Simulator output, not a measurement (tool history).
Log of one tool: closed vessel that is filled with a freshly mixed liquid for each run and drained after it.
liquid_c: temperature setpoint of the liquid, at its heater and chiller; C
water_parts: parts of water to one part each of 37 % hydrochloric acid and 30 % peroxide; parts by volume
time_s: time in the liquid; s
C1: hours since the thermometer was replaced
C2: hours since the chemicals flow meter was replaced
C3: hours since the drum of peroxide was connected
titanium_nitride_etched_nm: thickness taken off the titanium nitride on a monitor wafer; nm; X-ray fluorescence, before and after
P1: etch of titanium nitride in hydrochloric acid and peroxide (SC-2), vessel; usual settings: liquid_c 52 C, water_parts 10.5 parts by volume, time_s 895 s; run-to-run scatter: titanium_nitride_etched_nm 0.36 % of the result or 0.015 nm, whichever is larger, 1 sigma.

Run 1, day 0.712: liquid_c 52 C, water_parts 10.5 parts by volume, time_s 895 s; C1 1377.9; C2 574; C3 80.7. Result: titanium_nitride_etched_nm 35.649 nm.
Run 2, day 1.308: liquid_c 52 C, water_parts 15 parts by volume, time_s 895 s; C1 1392.2; C2 588.3; C3 95. Result: titanium_nitride_etched_nm 26.261 nm.
Run 3, day 1.633: liquid_c 52 C, water_parts 10.5 parts by volume, time_s 895 s; C1 1400; C2 596.1; C3 102.8. Result: titanium_nitride_etched_nm 35.996 nm.
Run 4, day 1.975: liquid_c 36 C, water_parts 10.5 parts by volume, time_s 895 s; C1 1408.2; C2 604.3; C3 111. Result: titanium_nitride_etched_nm 11.787 nm.
Run 5, day 2.692: liquid_c 52 C, water_parts 10.5 parts by volume, time_s 895 s; C1 1425.4; C2 621.5; C3 128.2. Result: titanium_nitride_etched_nm 35.777 nm.
Run 6, day 3.046: liquid_c 52 C, water_parts 10.5 parts by volume, time_s 895 s; C1 1433.9; C2 630; C3 136.7. Result: titanium_nitride_etched_nm 35.815 nm.
Run 7, day 3.496: liquid_c 52 C, water_parts 10.5 parts by volume, time_s 895 s; C1 1444.7; C2 640.8; C3 147.5. Result: titanium_nitride_etched_nm 35.853 nm.
Run 8, day 3.867: liquid_c 52 C, water_parts 4 parts by volume, time_s 895 s; C1 1453.6; C2 649.7; C3 156.4. Result: titanium_nitride_etched_nm 74.402 nm.
Run 9, day 4.333: liquid_c 52 C, water_parts 10.5 parts by volume, time_s 895 s; C1 1464.8; C2 660.9; C3 167.6. Result: titanium_nitride_etched_nm 35.887 nm.
Run 10, day 4.788: liquid_c 67 C, water_parts 10.5 parts by volume, time_s 895 s; C1 1475.7; C2 671.8; C3 178.5. Result: titanium_nitride_etched_nm 91.978 nm.
At day 5.067: chemicals flow meter replaced.
Run 11, day 5.233: liquid_c 52 C, water_parts 10.5 parts by volume, time_s 1645 s; C1 1486.4; C2 4; C3 189.2. Result: titanium_nitride_etched_nm 66.194 nm.
Run 12, day 5.7: liquid_c 39.5 C, water_parts 10.5 parts by volume, time_s 70 s; C1 1497.6; C2 15.2; C3 200.4. Result: titanium_nitride_etched_nm 1.1959 nm.
Run 13, day 6.021: liquid_c 52 C, water_parts 10.5 parts by volume, time_s 440 s; C1 1505.3; C2 22.9; C3 208.1. Result: titanium_nitride_etched_nm 17.72 nm.

Run 14 comes next. What will it give?
Run 14, day 6.729: liquid_c 52 C, water_parts 10.5 parts by volume, time_s 895 s; C1 1522.3; C2 39.9; C3 225.1. Result: titanium_nitride_etched_nm ?.

{"run 14": {"titanium_nitride_etched_nm": 36.078}}
